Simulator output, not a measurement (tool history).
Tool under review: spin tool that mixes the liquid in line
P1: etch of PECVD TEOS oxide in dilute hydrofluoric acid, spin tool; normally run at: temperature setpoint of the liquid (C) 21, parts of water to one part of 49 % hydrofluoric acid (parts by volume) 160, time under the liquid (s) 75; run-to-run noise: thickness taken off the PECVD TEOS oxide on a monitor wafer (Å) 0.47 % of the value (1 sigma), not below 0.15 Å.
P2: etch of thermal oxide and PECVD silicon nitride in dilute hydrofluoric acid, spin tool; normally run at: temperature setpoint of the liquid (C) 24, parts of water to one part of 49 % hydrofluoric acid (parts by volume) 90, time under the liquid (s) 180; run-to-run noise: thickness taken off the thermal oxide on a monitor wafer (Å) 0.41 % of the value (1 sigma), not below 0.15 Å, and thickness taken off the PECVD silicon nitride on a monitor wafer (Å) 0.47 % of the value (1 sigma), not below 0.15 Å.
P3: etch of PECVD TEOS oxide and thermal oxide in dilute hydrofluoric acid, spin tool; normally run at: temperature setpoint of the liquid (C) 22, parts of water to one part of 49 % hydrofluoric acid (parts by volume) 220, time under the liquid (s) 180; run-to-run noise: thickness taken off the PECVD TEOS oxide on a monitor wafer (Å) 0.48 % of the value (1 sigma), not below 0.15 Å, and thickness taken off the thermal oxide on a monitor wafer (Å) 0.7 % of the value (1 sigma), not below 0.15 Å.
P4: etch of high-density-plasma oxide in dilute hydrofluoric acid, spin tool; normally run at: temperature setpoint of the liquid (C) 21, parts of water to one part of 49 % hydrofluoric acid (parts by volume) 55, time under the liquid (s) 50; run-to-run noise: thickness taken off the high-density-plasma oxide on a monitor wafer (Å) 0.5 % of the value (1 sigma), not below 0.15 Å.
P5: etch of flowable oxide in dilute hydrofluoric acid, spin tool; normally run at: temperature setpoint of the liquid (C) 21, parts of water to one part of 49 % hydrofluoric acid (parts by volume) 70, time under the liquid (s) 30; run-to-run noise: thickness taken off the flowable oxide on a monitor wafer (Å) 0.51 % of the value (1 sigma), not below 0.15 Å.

| run | day | process that ran | temperature setpoint of the liquid (C) | parts of water to one part of 49 % hydrofluoric acid (parts by volume) | time under the liquid (s) | hours since the thermometer was replaced | hours since the hydrofluoric acid flow meter was replaced | thickness taken off the PECVD TEOS oxide on a monitor wafer (Å) | thickness taken off the flowable oxide on a monitor wafer (Å) | thickness taken off the high-density-plasma oxide on a monitor wafer (Å) | thickness taken off the thermal oxide on a monitor wafer (Å) | thickness taken off the PECVD silicon nitride on a monitor wafer (Å) |
|---|---|---|---|---|---|---|---|---|---|---|---|---|
| 1 | 0.208 | P1 | 21 | 160 | 75 | 699.8 | 294.4 | 110.25 |  |  |  |  |
| 2 | 0.358 | P5 | 25.5 | 70 | 30 | 703.4 | 298 |  | 236.11 |  |  |  |
| 3 | 0.583 | P1 | 21 | 160 | 75 | 708.8 | 303.4 | 110.58 |  |  |  |  |
| 4 | 0.808 | P4 | 21 | 55 | 50 | 714.2 | 308.8 |  |  | 42.022 |  |  |
| 5 | 0.962 | P1 | 21 | 160 | 75 | 717.9 | 312.5 | 109.69 |  |  |  |  |
| 6 | 1.162 | P1 | 21 | 70 | 75 | 722.7 | 317.3 | 279.41 |  |  |  |  |
| 7 | 1.262 | P1 | 17 | 160 | 75 | 725.1 | 319.7 | 92.552 |  |  |  |  |
| 8 | 1.421 | P3 | 22 | 220 | 180 | 728.9 | 323.5 | 157.14 |  |  | 31.303 |  |
| 9 | 1.567 | P2 | 24 | 20 | 180 | 732.4 | 327 |  |  |  | 474.07 | 362.12 |
| 10 | 1.742 | P1 | 27.5 | 160 | 125 | 736.6 | 331.2 | 232.03 |  |  |  |  |
| 11 | 1.971 | P5 | 21 | 70 | 30 | 742.1 | 336.7 |  | 194.78 |  |  |  |
| 12 | 2.15 | P1 | 25.5 | 160 | 75 | 746.4 | 341 | 130.09 |  |  |  |  |
| 13 | 2.354 | P1 | 21 | 160 | 145 | 751.3 | 345.9 | 211.6 |  |  |  |  |
| 14 | 2.525 | P1 | 21 | 160 | 15 | 755.4 | 350 | 21.956 |  |  |  |  |
| 15 | 2.688 | P4 | 21 | 55 | 25 | 759.3 | 353.9 |  |  | 20.845 |  |  |
| 16 | 2.912 | P1 | 21 | 160 | 75 | 764.7 | 359.3 | 109.76 |  |  |  |  |
| 17 | 3.038 | P2 | 24 | 90 | 180 | 767.7 | 362.3 |  |  |  | 97.13 | 83.199 |
| 18 | 3.208 | P3 | 30.5 | 220 | 180 | 771.8 | 366.4 | 212.75 |  |  | 41.768 |  |
| 19 | 3.392 | P1 | 21 | 160 | 75 | 776.2 | 370.8 | 109.02 |  |  |  |  |
| 20 | 3.621 | P5 | 21 | 70 | 60 | 781.7 | 376.3 |  | 393.34 |  |  |  |
| 21 | 3.779 | P3 | 22 | 220 | 320 | 785.5 | 380.1 | 281.8 |  |  | 55.152 |  |
| 22 | 3.967 | P1 | 21 | 220 | 75 | 790 | 384.6 | 75.083 |  |  |  |  |
| 23 | 4.175 | P1 | 17 | 215 | 75 | 795 | 389.6 | 66.096 |  |  |  |  |
| 24 | 4.342 | P4 | 21 | 105 | 50 | 799 | 393.6 |  |  | 20.332 |  |  |
| 25 | 4.45 | P3 | 22 | 220 | 180 | 801.6 | 396.2 | 158.01 |  |  | 31.152 |  |
| 26 | 4.583 | P4 | 17 | 55 | 50 | 804.8 | 399.4 |  |  | 35.388 |  |  |
| 27 | 4.788 | P2 | 24 | 90 | 180 | 809.7 | 404.3 |  |  |  | 97.093 | 83.615 |
| 28 | 4.933 | P2 | 24 | 90 | 325 | 813.2 | 407.8 |  |  |  | 174.71 | 150.18 |
| 29 | 5.15 | P4 | 21 | 55 | 50 | 818.4 | 413 |  |  | 42.221 |  |  |
| 30 | 5.271 | P5 | 21 | 130 | 30 | 821.3 | 415.9 |  | 99.212 |  |  |  |
| 31 | 5.408 | P3 | 22 | 110 | 180 | 824.6 | 419.2 | 357.26 |  |  | 70.668 |  |
| 32 | 5.617 | P2 | 30.5 | 90 | 180 | 829.6 | 424.2 |  |  |  | 124.25 | 128.11 |
| 33 | 5.738 | P1 | 21 | 160 | 75 | 832.5 | 427.1 | 109.51 |  |  |  |  |
| 34 | 5.896 | P1 | 21 | 160 | 75 | 836.3 | 430.9 | 106.17 |  |  |  |  |
| 35 | 6.096 | P1 | 21 | 160 | 75 | 841.1 | 435.7 | 104.33 |  |  |  |  |
| 36 | 6.254 | P1 | 21 | 160 | 75 | 844.9 | 439.5 | 103.55 |  |  |  |  |
| 37 | 6.396 | P1 | 21 | 160 | 75 | 848.3 | 442.9 | 102.78 |  |  |  |  |
| 38 | 6.521 | P1 | 21 | 160 | 75 | 851.3 | 445.9 | 102.56 |  |  |  |  |
| 39 | 6.638 | P1 | 21 | 160 | 75 | 854.1 | 448.7 | 102.39 |  |  |  |  |
| 40 | 6.804 | P1 | 21 | 160 | 75 | 858.1 | 452.7 | 101.77 |  |  |  |  |
| 41 | 6.975 | P1 | 21 | 160 | 75 | 862.2 | 456.8 | 101.39 |  |  |  |  |

P1 has crept away from where it was. The log is fitted equally well by each of these 2 causes, at the sizes shown:
A: liquid colder than its thermometer reads (K) = 1.89
B: hydrofluoric acid flow below the setpoint (%) = 6.15
The onset of the drift is placed at about day 5.738.

Listed below are the offered check runs, one wafer per run, with question marks in place of results. For which of them would the causes give clearly different outcomes?
| check 1 | 7.146 | P4 | 21 | 100 | 50 |  |  |  |  | ? |  |  |
| check 2 | 7.146 | P2 | 24 | 35 | 315 |  |  |  |  |  | ? | ? |
| check 3 | 7.146 | P3 | 27 | 220 | 180 |  |  | ? |  |  | ? |  |
| check 4 | 7.146 | P5 | 21 | 100 | 30 |  |  |  | ? |  |  |  |

Expected result of each check under each candidate cause:
| check | result | if A | if B |
|---|---|---|---|
| check 1 | thickness taken off the high-density-plasma oxide on a monitor wafer (Å) | 20.277 | 20.413 |
| check 2 | thickness taken off the thermal oxide on a monitor wafer (Å) | 430.3 | 435.86 |
| check 2 | thickness taken off the PECVD silicon nitride on a monitor wafer (Å) | 324 | 346.7 |
| check 3 | thickness taken off the PECVD TEOS oxide on a monitor wafer (Å) | 177.09 | 174.94 |
| check 3 | thickness taken off the thermal oxide on a monitor wafer (Å) | 34.952 | 34.528 |
| check 4 | thickness taken off the flowable oxide on a monitor wafer (Å) | 122.97 | 123.79 |
Per check, the gap between the least separated pair of causes, taken in the result that splits them most: check 1 0.67 %; check 2 6.77 %; check 3 1.22 %; check 4 0.67 %
Check 2 tells the causes apart: in the others they would give nearly the same result.

Check 2 has now been run. It gave: thickness taken off the thermal oxide on a monitor wafer (Å) 437.34; thickness taken off the PECVD silicon nitride on a monitor wafer (Å) 345.68. Which of the candidate causes is it?

It was cause B: hydrofluoric acid flow below the setpoint (%).
